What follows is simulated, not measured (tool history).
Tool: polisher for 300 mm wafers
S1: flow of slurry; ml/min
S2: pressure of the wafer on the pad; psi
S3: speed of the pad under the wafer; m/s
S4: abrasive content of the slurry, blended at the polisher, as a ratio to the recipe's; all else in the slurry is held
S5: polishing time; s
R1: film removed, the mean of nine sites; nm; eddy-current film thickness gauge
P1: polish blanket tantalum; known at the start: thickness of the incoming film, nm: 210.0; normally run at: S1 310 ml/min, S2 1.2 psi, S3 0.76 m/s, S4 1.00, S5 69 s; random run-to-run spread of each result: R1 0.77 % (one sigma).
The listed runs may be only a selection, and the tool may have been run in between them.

run	hour	S1	S2	S3	S4	S5	R1
1	4.0	310	1.2	0.76	1.00	69	52.156
2	7.8	185	1.2	0.76	1.00	69	49.157
3	13.8	310	1.2	0.76	1.00	69	52.197
4	21.2	310	0.9	0.76	1.00	69	39.334
5	28.5	310	1.2	0.76	1.00	69	51.532
6	33.4	310	1.2	0.76	1.00	31	23.499
7	39.7	310	1.2	0.94	1.25	69	66.804
8	45.2	465	0.7	0.76	1.00	69	31.386
9	49.5	470	1.2	0.76	1.00	69	53.636
# hour 51.9: slurry blender recalibrated
10	53.5	310	1.2	0.76	1.00	69	51.692
11	59.5	310	1.2	1.00	1.00	34	33.550
12	63.3	310	1.8	0.76	1.00	69	77.387
13	69.1	310	1.2	0.76	1.45	69	57.072
14	77.7	310	1.2	1.14	1.00	69	77.278

For run 15, what comes out?
15	86.6	310	1.2	0.76	1.00	69	?

Run 15 yielded R1 51.774 nm.
